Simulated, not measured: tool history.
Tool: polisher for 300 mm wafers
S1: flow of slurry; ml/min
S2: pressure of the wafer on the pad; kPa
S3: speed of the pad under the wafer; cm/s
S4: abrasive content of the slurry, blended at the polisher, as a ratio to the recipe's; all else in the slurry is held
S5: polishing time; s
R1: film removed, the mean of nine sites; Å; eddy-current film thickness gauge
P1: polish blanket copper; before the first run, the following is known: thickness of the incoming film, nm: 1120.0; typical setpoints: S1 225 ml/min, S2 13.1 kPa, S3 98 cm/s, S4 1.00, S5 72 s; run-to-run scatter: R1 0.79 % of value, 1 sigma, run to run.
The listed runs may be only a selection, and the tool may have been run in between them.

Run 1, hour 4.9: S1 225 ml/min, S2 13.1 kPa, S3 98 cm/s, S4 1.00, S5 72 s. Result: R1 1415.90 Å.
Run 2, hour 12.7: S1 225 ml/min, S2 13.1 kPa, S3 98 cm/s, S4 1.00, S5 72 s. Result: R1 1408.60 Å.
At hour 16.3: worn pad replaced by a new one.
Run 3, hour 19.7: S1 135 ml/min, S2 13.1 kPa, S3 98 cm/s, S4 1.00, S5 72 s. Result: R1 1324.20 Å.
Run 4, hour 26.0: S1 225 ml/min, S2 17.2 kPa, S3 98 cm/s, S4 0.75, S5 72 s. Result: R1 1748.70 Å.
Run 5, hour 31.8: S1 225 ml/min, S2 13.1 kPa, S3 98 cm/s, S4 1.00, S5 72 s. Result: R1 1419.40 Å.
Run 6, hour 36.7: S1 225 ml/min, S2 13.1 kPa, S3 152 cm/s, S4 1.00, S5 72 s. Result: R1 2198.70 Å.
Run 7, hour 43.9: S1 225 ml/min, S2 13.1 kPa, S3 44 cm/s, S4 1.00, S5 72 s. Result: R1 631.47 Å.
Run 8, hour 52.5: S1 225 ml/min, S2 13.1 kPa, S3 98 cm/s, S4 1.00, S5 42 s. Result: R1 821.20 Å.
Run 9, hour 56.5: S1 290 ml/min, S2 13.1 kPa, S3 98 cm/s, S4 1.00, S5 72 s. Result: R1 1455.90 Å.
At hour 57.5: head pressure recalibrated.
Run 10, hour 65.3: S1 225 ml/min, S2 6.2 kPa, S3 98 cm/s, S4 1.00, S5 72 s. Result: R1 667.34 Å.
Run 11, hour 72.6: S1 225 ml/min, S2 13.1 kPa, S3 98 cm/s, S4 1.00, S5 107 s. Result: R1 2083.00 Å.
Run 12, hour 81.1: S1 225 ml/min, S2 13.1 kPa, S3 98 cm/s, S4 1.00, S5 72 s. Result: R1 1419.50 Å.
Run 13, hour 87.7: S1 225 ml/min, S2 21.4 kPa, S3 98 cm/s, S4 1.00, S5 72 s. Result: R1 2309.00 Å.
Run 14, hour 93.9: S1 225 ml/min, S2 13.1 kPa, S3 98 cm/s, S4 1.00, S5 72 s. Result: R1 1434.70 Å.
Run 15, hour 99.5: S1 225 ml/min, S2 13.1 kPa, S3 98 cm/s, S4 1.30, S5 72 s. Result: R1 1502.60 Å.
Run 16, hour 104.3: S1 225 ml/min, S2 13.1 kPa, S3 98 cm/s, S4 0.75, S5 72 s. Result: R1 1338.90 Å.
Run 17, hour 111.9: S1 280 ml/min, S2 9.7 kPa, S3 98 cm/s, S4 1.00, S5 72 s. Result: R1 1071.40 Å.
Run 18, hour 116.9: S1 225 ml/min, S2 8.3 kPa, S3 98 cm/s, S4 1.35, S5 72 s. Result: R1 947.22 Å.
Run 19, hour 122.8: S1 225 ml/min, S2 13.1 kPa, S3 98 cm/s, S4 1.00, S5 72 s. Result: R1 1421.80 Å.
Run 20, hour 129.7: S1 225 ml/min, S2 13.1 kPa, S3 98 cm/s, S4 1.00, S5 72 s. Result: R1 1384.40 Å.
Run 21, hour 137.8: S1 225 ml/min, S2 13.1 kPa, S3 98 cm/s, S4 1.00, S5 72 s. Result: R1 1385.70 Å.
Run 22, hour 144.5: S1 225 ml/min, S2 13.1 kPa, S3 98 cm/s, S4 1.00, S5 72 s. Result: R1 1374.80 Å.
Run 23, hour 148.4: S1 225 ml/min, S2 13.1 kPa, S3 98 cm/s, S4 1.00, S5 72 s. Result: R1 1359.50 Å.
Run 24, hour 156.4: S1 225 ml/min, S2 13.1 kPa, S3 98 cm/s, S4 1.00, S5 72 s. Result: R1 1352.30 Å.
Run 25, hour 164.0: S1 225 ml/min, S2 13.1 kPa, S3 98 cm/s, S4 1.00, S5 72 s. Result: R1 1352.30 Å.
At hour 171.0: worn pad replaced by a new one.
Run 26, hour 172.3: S1 225 ml/min, S2 13.1 kPa, S3 98 cm/s, S4 1.00, S5 72 s. Result: R1 1347.30 Å.
At hour 176.9: head pressure recalibrated.
Run 27, hour 178.5: S1 225 ml/min, S2 13.1 kPa, S3 98 cm/s, S4 1.00, S5 72 s. Result: R1 1326.50 Å.
Run 28, hour 185.8: S1 225 ml/min, S2 13.1 kPa, S3 98 cm/s, S4 1.00, S5 72 s. Result: R1 1336.60 Å.
Run 29, hour 194.4: S1 225 ml/min, S2 13.1 kPa, S3 98 cm/s, S4 1.00, S5 72 s. Result: R1 1328.10 Å.
Run 30, hour 199.0: S1 225 ml/min, S2 13.1 kPa, S3 98 cm/s, S4 1.00, S5 72 s. Result: R1 1335.10 Å.

The log shows P1 creeping away from where it was. Any of the 2 causes listed here, at the size stated for it, fits the log just as well as the others:
A: slurry flow missing at the pad, % = 34.5
B: abrasive missing from the slurry, % = 25.1
At approximately hour 122.8, the process output began to creep.
Why every other cause is out:
removal rate lost through wear of the pad, %: serviced at hour 171.0, after the drift had started, without restoring the earlier output
head's pressure below its setpoint, %: serviced at hour 176.9, after the drift had started, without restoring the earlier output

Each of the check runs listed below is run on 3 wafers and reports their average, with the results left as question marks. Pick the one under which the possible causes would lead to clearly different results.
Run check 1, hour 203.6: S1 135 ml/min, S2 13.1 kPa, S3 98 cm/s, S4 1.00, S5 106 s. Result: R1 ?.
Run check 2, hour 203.6: S1 225 ml/min, S2 13.1 kPa, S3 58 cm/s, S4 1.00, S5 72 s. Result: R1 ?.
Run check 3, hour 203.6: S1 225 ml/min, S2 13.1 kPa, S3 44 cm/s, S4 1.00, S5 54 s. Result: R1 ?.
Run check 4, hour 203.6: S1 225 ml/min, S2 13.1 kPa, S3 98 cm/s, S4 1.30, S5 72 s. Result: R1 ?.

Predicted outcomes, by check and by cause:
  check  result     if A     if B
check 1      R1  1754.70  1819.60
check 2      R1   789.84   789.90
check 3      R1   449.39   449.42
check 4      R1  1413.00  1410.30
Separation of the two closest causes in each check, using whichever result separates them best: check 1 3.63 %; check 2 0.01 %; check 3 0.01 %; check 4 0.19 %
Only check 1 tells the causes apart: in the others they would give nearly the same result.

Check 1 was then run and gave: R1 1745.30 Å. Which cause is it?

It was cause A: slurry flow missing at the pad, %.
